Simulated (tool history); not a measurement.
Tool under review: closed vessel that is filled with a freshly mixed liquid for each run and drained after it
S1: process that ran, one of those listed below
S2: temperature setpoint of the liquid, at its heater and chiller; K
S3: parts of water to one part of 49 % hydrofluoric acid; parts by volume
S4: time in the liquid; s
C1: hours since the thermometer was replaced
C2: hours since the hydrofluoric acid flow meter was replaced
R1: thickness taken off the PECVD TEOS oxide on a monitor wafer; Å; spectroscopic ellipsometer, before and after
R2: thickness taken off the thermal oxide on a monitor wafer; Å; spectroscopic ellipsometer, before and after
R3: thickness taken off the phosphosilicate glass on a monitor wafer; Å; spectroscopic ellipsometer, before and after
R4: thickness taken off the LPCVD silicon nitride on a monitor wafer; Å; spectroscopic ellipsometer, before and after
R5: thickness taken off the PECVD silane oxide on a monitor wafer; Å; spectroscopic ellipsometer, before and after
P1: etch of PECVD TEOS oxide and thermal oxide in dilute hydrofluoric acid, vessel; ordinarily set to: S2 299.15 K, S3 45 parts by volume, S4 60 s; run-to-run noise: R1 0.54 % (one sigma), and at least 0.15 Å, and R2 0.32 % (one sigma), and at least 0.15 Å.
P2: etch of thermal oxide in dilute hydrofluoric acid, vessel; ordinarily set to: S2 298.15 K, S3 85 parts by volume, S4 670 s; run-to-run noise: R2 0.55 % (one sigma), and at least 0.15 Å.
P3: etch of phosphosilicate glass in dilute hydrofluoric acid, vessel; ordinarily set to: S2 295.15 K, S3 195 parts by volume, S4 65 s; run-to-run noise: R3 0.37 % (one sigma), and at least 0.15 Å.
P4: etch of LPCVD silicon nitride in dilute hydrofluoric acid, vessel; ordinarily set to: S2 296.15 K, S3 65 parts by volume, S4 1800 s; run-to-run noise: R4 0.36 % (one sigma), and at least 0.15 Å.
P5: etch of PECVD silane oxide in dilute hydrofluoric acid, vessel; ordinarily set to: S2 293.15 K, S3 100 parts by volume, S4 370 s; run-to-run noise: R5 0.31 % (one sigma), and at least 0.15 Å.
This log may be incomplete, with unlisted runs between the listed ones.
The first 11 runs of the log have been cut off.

run    day  S1      S2   S3    S4     C1     C2      R1       R2  R3        R4      R5
 12  2.979  P1  299.15   45    60  335.8  221.8  225.72   75.947
 13  3.154  P1  299.15   45    60  340.0  226.0  225.95   75.563
 14  3.471  P1  299.15   65    60  347.6  233.6  151.48   50.699
 15  3.779  P5  290.15  100   370  355.0  241.0                                 436.40
 16  4.092  P5  293.15  100   610  362.5  248.5                                 814.52
 17  4.300  P4  296.15   40  1800  367.5  253.5                       196.2600
 18  4.629  P2  298.15   85  1305  375.4  261.4          772.460
 19  4.942  P5  293.15  100   370  382.9  268.9                                 495.26
 20  5.267  P4  296.15   65  1800  390.7  276.7                       122.2300
 21  5.546  P1  299.15   30    60  397.4  283.4  347.51  116.010
 22  5.750  P1  292.65   45    60  402.3  288.3  172.59   57.530
 23  6.008  P1  305.65   45    60  408.5  294.5  292.18   97.975

Run 24, settings as shown, results not yet in. Your forecast:
 24  6.250  P3  290.15  195  65  414.3  300.3           ?

R3: 135.780 Å

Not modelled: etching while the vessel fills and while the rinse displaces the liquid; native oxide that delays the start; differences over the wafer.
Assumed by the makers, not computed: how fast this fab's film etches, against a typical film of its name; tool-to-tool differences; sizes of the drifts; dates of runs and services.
